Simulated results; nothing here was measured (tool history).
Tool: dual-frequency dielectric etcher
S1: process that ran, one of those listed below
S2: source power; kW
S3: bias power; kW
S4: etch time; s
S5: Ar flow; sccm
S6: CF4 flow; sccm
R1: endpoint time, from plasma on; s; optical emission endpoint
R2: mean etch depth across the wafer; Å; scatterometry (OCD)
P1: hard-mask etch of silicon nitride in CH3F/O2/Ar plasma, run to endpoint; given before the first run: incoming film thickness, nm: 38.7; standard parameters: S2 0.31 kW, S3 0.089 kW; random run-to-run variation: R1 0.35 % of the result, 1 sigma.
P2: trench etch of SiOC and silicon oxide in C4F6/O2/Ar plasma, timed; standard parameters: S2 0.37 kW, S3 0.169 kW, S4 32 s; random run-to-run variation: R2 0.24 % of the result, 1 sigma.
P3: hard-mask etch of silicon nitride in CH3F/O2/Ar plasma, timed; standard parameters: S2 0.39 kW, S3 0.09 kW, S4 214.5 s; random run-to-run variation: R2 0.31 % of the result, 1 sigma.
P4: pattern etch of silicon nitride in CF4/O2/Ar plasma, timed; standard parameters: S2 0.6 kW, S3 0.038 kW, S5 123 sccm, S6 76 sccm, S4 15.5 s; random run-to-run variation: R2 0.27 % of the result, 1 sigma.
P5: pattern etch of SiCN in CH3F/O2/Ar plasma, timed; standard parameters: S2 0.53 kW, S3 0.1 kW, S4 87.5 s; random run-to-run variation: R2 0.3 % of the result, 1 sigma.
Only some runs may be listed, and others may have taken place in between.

{"run": 1, "day": 0.267, "S1": "P1", "S2": 0.31, "S3": 0.089, "R1": 57.762}
{"run": 2, "day": 0.546, "S1": "P1", "S2": 0.42, "S3": 0.108, "R1": 47.879}
{"run": 3, "day": 0.754, "S1": "P5", "S2": 0.53, "S3": 0.1, "S4": 120, "R2": 556.2}
{"run": 4, "day": 1.125, "S1": "P4", "S2": 0.6, "S3": 0.038, "S4": 15.5, "S5": 123, "S6": 105, "R2": 315.1}
{"run": 5, "day": 1.517, "S1": "P2", "S2": 0.37, "S3": 0.231, "S4": 32, "R2": 645.47}
{"run": 6, "day": 1.833, "S1": "P4", "S2": 0.6, "S3": 0.038, "S4": 15.5, "S5": 80, "S6": 76, "R2": 319.72}
{"run": 7, "day": 2.096, "S1": "P4", "S2": 0.6, "S3": 0.038, "S4": 10.5, "S5": 123, "S6": 76, "R2": 203}
{"run": 8, "day": 2.471, "S1": "P1", "S2": 0.42, "S3": 0.089, "R1": 51.624}
{"run": 9, "day": 2.817, "S1": "P3", "S2": 0.39, "S3": 0.09, "S4": 214.5, "R2": 1606}
{"day": 2.829, "done": "bias power generator calibrated"}
{"day": 2.842, "done": "source power generator calibrated"}
{"run": 10, "day": 3.104, "S1": "P4", "S2": 0.6, "S3": 0.038, "S4": 15.5, "S5": 123, "S6": 76, "R2": 300.81}
{"run": 11, "day": 3.338, "S1": "P1", "S2": 0.18, "S3": 0.089, "R1": 70.696}
{"run": 12, "day": 3.571, "S1": "P5", "S2": 0.53, "S3": 0.1, "S4": 87.5, "R2": 404.36}
{"run": 13, "day": 3.975, "S1": "P4", "S2": 0.6, "S3": 0.047, "S4": 15.5, "S5": 123, "S6": 76, "R2": 325.28}
{"run": 14, "day": 4.246, "S1": "P1", "S2": 0.31, "S3": 0.089, "R1": 57.969}
{"run": 15, "day": 4.467, "S1": "P1", "S2": 0.31, "S3": 0.089, "R1": 57.889}
{"run": 16, "day": 4.788, "S1": "P3", "S2": 0.49, "S3": 0.09, "S4": 214.5, "R2": 1750.2}
{"run": 17, "day": 5.1, "S1": "P5", "S2": 0.63, "S3": 0.1, "S4": 87.5, "R2": 433.35}
{"run": 18, "day": 5.383, "S1": "P1", "S2": 0.31, "S3": 0.055, "R1": 68.084}
{"run": 19, "day": 5.671, "S1": "P4", "S2": 0.39, "S3": 0.038, "S4": 15.5, "S5": 123, "S6": 76, "R2": 205.3}
{"run": 20, "day": 5.883, "S1": "P1", "S2": 0.31, "S3": 0.125, "R1": 51.109}
{"run": 21, "day": 6.258, "S1": "P5", "S2": 0.53, "S3": 0.059, "S4": 87.5, "R2": 337.32}
{"run": 22, "day": 6.446, "S1": "P2", "S2": 0.37, "S3": 0.169, "S4": 32, "R2": 581.12}
{"run": 23, "day": 6.696, "S1": "P1", "S2": 0.37, "S3": 0.11, "R1": 49.793}
{"run": 24, "day": 6.979, "S1": "P3", "S2": 0.39, "S3": 0.09, "S4": 118, "R2": 885.56}
{"run": 25, "day": 7.246, "S1": "P2", "S2": 0.51, "S3": 0.169, "S4": 32, "R2": 657.19}
{"run": 26, "day": 7.462, "S1": "P3", "S2": 0.39, "S3": 0.114, "S4": 214.5, "R2": 1749.6}
{"run": 27, "day": 7.8, "S1": "P2", "S2": 0.37, "S3": 0.169, "S4": 21.5, "R2": 389.9}
{"run": 28, "day": 8.125, "S1": "P1", "S2": 0.31, "S3": 0.089, "R1": 58.1}
{"run": 29, "day": 8.483, "S1": "P1", "S2": 0.23, "S3": 0.071, "R1": 70.324}
{"run": 30, "day": 8.758, "S1": "P1", "S2": 0.31, "S3": 0.089, "R1": 57.779}
{"run": 31, "day": 9.0, "S1": "P1", "S2": 0.31, "S3": 0.089, "R1": 58.12}
{"run": 32, "day": 9.279, "S1": "P1", "S2": 0.31, "S3": 0.089, "R1": 58.32}
{"run": 33, "day": 9.533, "S1": "P1", "S2": 0.31, "S3": 0.089, "R1": 58.673}
{"run": 34, "day": 9.779, "S1": "P1", "S2": 0.31, "S3": 0.089, "R1": 58.824}
{"run": 35, "day": 10.017, "S1": "P1", "S2": 0.31, "S3": 0.089, "R1": 58.852}

Expected results for the next run?
{"day": 10.171, "done": "wet clean of the chamber"}
{"run": 36, "day": 10.288, "S1": "P1", "S2": 0.31, "S3": 0.089, "R1": "?"}

R1: 59.07 s
